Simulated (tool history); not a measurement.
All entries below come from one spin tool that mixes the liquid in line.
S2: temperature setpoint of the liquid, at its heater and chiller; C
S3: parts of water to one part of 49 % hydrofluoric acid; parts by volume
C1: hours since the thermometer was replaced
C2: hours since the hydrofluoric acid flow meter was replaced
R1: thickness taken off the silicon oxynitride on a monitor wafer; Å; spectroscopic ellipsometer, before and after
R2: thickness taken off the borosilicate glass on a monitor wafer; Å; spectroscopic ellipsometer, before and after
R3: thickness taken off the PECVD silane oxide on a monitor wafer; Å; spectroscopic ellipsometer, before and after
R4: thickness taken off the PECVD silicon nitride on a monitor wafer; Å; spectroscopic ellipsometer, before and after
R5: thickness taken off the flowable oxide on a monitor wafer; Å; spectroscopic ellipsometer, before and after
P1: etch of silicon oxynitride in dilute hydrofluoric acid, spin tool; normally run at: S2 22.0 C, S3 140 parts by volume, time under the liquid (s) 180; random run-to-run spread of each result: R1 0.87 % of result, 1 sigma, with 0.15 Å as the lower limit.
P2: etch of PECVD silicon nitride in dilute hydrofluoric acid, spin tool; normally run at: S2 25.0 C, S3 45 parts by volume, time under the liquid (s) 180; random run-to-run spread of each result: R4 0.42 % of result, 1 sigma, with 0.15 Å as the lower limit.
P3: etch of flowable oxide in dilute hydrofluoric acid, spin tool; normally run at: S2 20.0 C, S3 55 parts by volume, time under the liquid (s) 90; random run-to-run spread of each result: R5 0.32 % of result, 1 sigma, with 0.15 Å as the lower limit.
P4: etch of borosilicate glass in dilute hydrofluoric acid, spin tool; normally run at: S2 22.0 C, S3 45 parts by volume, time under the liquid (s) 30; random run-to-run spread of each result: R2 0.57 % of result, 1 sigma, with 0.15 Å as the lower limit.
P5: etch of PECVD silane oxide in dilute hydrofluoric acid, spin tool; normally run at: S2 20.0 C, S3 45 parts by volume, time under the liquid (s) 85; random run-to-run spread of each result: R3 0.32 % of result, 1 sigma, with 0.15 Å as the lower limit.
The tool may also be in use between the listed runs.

run 1 hour=9.9 | process_that_ran=P1 S2=22.0 S3=140 time_under_the_liquid_(s)=180 | C1=465.5 C2=734.6 | R1=33.5950
run 2 hour=17.7 | process_that_ran=P1 S2=22.0 S3=140 time_under_the_liquid_(s)=275 | C1=473.3 C2=742.4 | R1=50.8450
-- hour=27.3 hydrofluoric acid flow meter replaced
run 3 hour=27.7 | process_that_ran=P4 S2=22.0 S3=45 time_under_the_liquid_(s)=30 | C1=483.3 C2=0.4 | R2=218.72
run 4 hour=36.6 | process_that_ran=P4 S2=22.0 S3=25 time_under_the_liquid_(s)=30 | C1=492.2 C2=9.3 | R2=405.03
run 5 hour=46.2 | process_that_ran=P4 S2=26.5 S3=45 time_under_the_liquid_(s)=30 | C1=501.8 C2=18.9 | R2=262.07
run 6 hour=55.4 | process_that_ran=P1 S2=22.0 S3=210 time_under_the_liquid_(s)=75 | C1=511.0 C2=28.1 | R1=8.6074
run 7 hour=61.0 | process_that_ran=P1 S2=22.0 S3=210 time_under_the_liquid_(s)=180 | C1=516.6 C2=33.7 | R1=20.8710
run 8 hour=70.3 | process_that_ran=P5 S2=20.0 S3=45 time_under_the_liquid_(s)=85 | C1=525.9 C2=43.0 | R3=252.70
run 9 hour=77.3 | process_that_ran=P2 S2=25.0 S3=45 time_under_the_liquid_(s)=180 | C1=532.9 C2=50.0 | R4=107.450
run 10 hour=84.1 | process_that_ran=P2 S2=25.0 S3=20 time_under_the_liquid_(s)=180 | C1=539.7 C2=56.8 | R4=236.720
run 11 hour=92.9 | process_that_ran=P3 S2=20.0 S3=55 time_under_the_liquid_(s)=90 | C1=548.5 C2=65.6 | R5=475.23
run 12 hour=98.9 | process_that_ran=P1 S2=22.0 S3=140 time_under_the_liquid_(s)=180 | C1=554.5 C2=71.6 | R1=32.9780
run 13 hour=105.3 | process_that_ran=P3 S2=20.0 S3=55 time_under_the_liquid_(s)=90 | C1=560.9 C2=78.0 | R5=474.31
run 14 hour=113.5 | process_that_ran=P5 S2=20.0 S3=45 time_under_the_liquid_(s)=135 | C1=569.1 C2=86.2 | R3=400.75
run 15 hour=121.0 | process_that_ran=P4 S2=22.0 S3=45 time_under_the_liquid_(s)=45 | C1=576.6 C2=93.7 | R2=331.51
run 16 hour=129.5 | process_that_ran=P5 S2=17.0 S3=45 time_under_the_liquid_(s)=85 | C1=585.1 C2=102.2 | R3=221.31
run 17 hour=136.7 | process_that_ran=P1 S2=22.0 S3=140 time_under_the_liquid_(s)=70 | C1=592.3 C2=109.4 | R1=13.1840
run 18 hour=141.7 | process_that_ran=P5 S2=20.0 S3=45 time_under_the_liquid_(s)=85 | C1=597.3 C2=114.4 | R3=253.57
run 19 hour=147.8 | process_that_ran=P3 S2=17.0 S3=55 time_under_the_liquid_(s)=90 | C1=603.4 C2=120.5 | R5=414.13
run 20 hour=152.2 | process_that_ran=P3 S2=20.0 S3=55 time_under_the_liquid_(s)=45 | C1=607.8 C2=124.9 | R5=235.74
run 21 hour=161.4 | process_that_ran=P4 S2=22.0 S3=45 time_under_the_liquid_(s)=30 | C1=617.0 C2=134.1 | R2=221.05
run 22 hour=168.0 | process_that_ran=P1 S2=22.0 S3=140 time_under_the_liquid_(s)=180 | C1=623.6 C2=140.7 | R1=32.5980
run 23 hour=175.5 | process_that_ran=P2 S2=25.0 S3=45 time_under_the_liquid_(s)=180 | C1=631.1 C2=148.2 | R4=108.370
run 24 hour=183.1 | process_that_ran=P1 S2=22.0 S3=35 time_under_the_liquid_(s)=180 | C1=638.7 C2=155.8 | R1=141.3800
run 25 hour=192.0 | process_that_ran=P2 S2=18.5 S3=45 time_under_the_liquid_(s)=180 | C1=647.6 C2=164.7 | R4=69.487
run 26 hour=199.7 | process_that_ran=P1 S2=17.5 S3=140 time_under_the_liquid_(s)=180 | C1=655.3 C2=172.4 | R1=26.4810
run 27 hour=209.0 | process_that_ran=P3 S2=20.0 S3=20 time_under_the_liquid_(s)=90 | C1=664.6 C2=181.7 | R5=1352.90
run 28 hour=217.7 | process_that_ran=P1 S2=22.0 S3=140 time_under_the_liquid_(s)=180 | C1=673.3 C2=190.4 | R1=31.9870
run 29 hour=222.5 | process_that_ran=P1 S2=28.0 S3=140 time_under_the_liquid_(s)=180 | C1=678.1 C2=195.2 | R1=42.7530
run 30 hour=228.3 | process_that_ran=P1 S2=22.0 S3=140 time_under_the_liquid_(s)=180 | C1=683.9 C2=201.0 | R1=33.1180
run 31 hour=237.8 | process_that_ran=P2 S2=25.0 S3=45 time_under_the_liquid_(s)=365 | C1=693.4 C2=210.5 | R4=220.180
run 32 hour=246.5 | process_that_ran=P5 S2=20.0 S3=70 time_under_the_liquid_(s)=85 | C1=702.1 C2=219.2 | R3=156.84
run 33 hour=252.2 | process_that_ran=P1 S2=22.0 S3=140 time_under_the_liquid_(s)=180 | C1=707.8 C2=224.9 | R1=32.5650
run 34 hour=259.2 | process_that_ran=P1 S2=22.0 S3=140 time_under_the_liquid_(s)=180 | C1=714.8 C2=231.9 | R1=31.9110
run 35 hour=269.3 | process_that_ran=P1 S2=22.0 S3=140 time_under_the_liquid_(s)=180 | C1=724.9 C2=242.0 | R1=30.1280
run 36 hour=277.4 | process_that_ran=P1 S2=22.0 S3=140 time_under_the_liquid_(s)=180 | C1=733.0 C2=250.1 | R1=30.0930
run 37 hour=282.4 | process_that_ran=P1 S2=22.0 S3=140 time_under_the_liquid_(s)=180 | C1=738.0 C2=255.1 | R1=30.0300
run 38 hour=288.6 | process_that_ran=P1 S2=22.0 S3=140 time_under_the_liquid_(s)=180 | C1=744.2 C2=261.3 | R1=30.4030
run 39 hour=297.3 | process_that_ran=P1 S2=22.0 S3=140 time_under_the_liquid_(s)=180 | C1=752.9 C2=270.0 | R1=29.7410
run 40 hour=306.3 | process_that_ran=P1 S2=22.0 S3=140 time_under_the_liquid_(s)=180 | C1=761.9 C2=279.0 | R1=30.5560
run 41 hour=311.6 | process_that_ran=P1 S2=22.0 S3=140 time_under_the_liquid_(s)=180 | C1=767.2 C2=284.3 | R1=29.9490

The log shows P1 creeping away from where it was. Any of the 2 causes listed here, at the size stated for it, fits the log just as well as the others:
A: hydrofluoric acid flow below the setpoint (%) = 7.81
B: liquid colder than its thermometer reads (K) = 1.91
Creep in the process output first set in at about hour 252.2.

Consider the 4 single-wafer check runs listed below, results given as question marks: which one distinguishes between the causes by giving clearly different results for each?
run check 1 hour=316.9 | process_that_ran=P3 S2=20.0 S3=55 time_under_the_liquid_(s)=90 | R5=?
run check 2 hour=316.9 | process_that_ran=P5 S2=20.0 S3=45 time_under_the_liquid_(s)=85 | R3=?
run check 3 hour=316.9 | process_that_ran=P4 S2=22.0 S3=45 time_under_the_liquid_(s)=30 | R2=?
run check 4 hour=316.9 | process_that_ran=P2 S2=25.0 S3=45 time_under_the_liquid_(s)=180 | R4=?

How each check would come out, cause by cause:
check=check_1 result=R5 if_A=433.87 if_B=436.23
check=check_2 result=R3 if_A=231.47 if_B=232.37
check=check_3 result=R2 if_A=202.04 if_B=203.12
check=check_4 result=R4 if_A=100.090 if_B=95.257
Distance between the nearest two causes, measured in the result of the check that separates them most: check 1 0.54 %; check 2 0.38 %; check 3 0.53 %; check 4 4.95 %
The causes can be told apart only by check 4. The other checks would give nearly the same results under each of them.

Check 4 was carried out, with these results: R4 95.101 Å. Which of the listed causes is responsible?

It is B: liquid colder than its thermometer reads (K).

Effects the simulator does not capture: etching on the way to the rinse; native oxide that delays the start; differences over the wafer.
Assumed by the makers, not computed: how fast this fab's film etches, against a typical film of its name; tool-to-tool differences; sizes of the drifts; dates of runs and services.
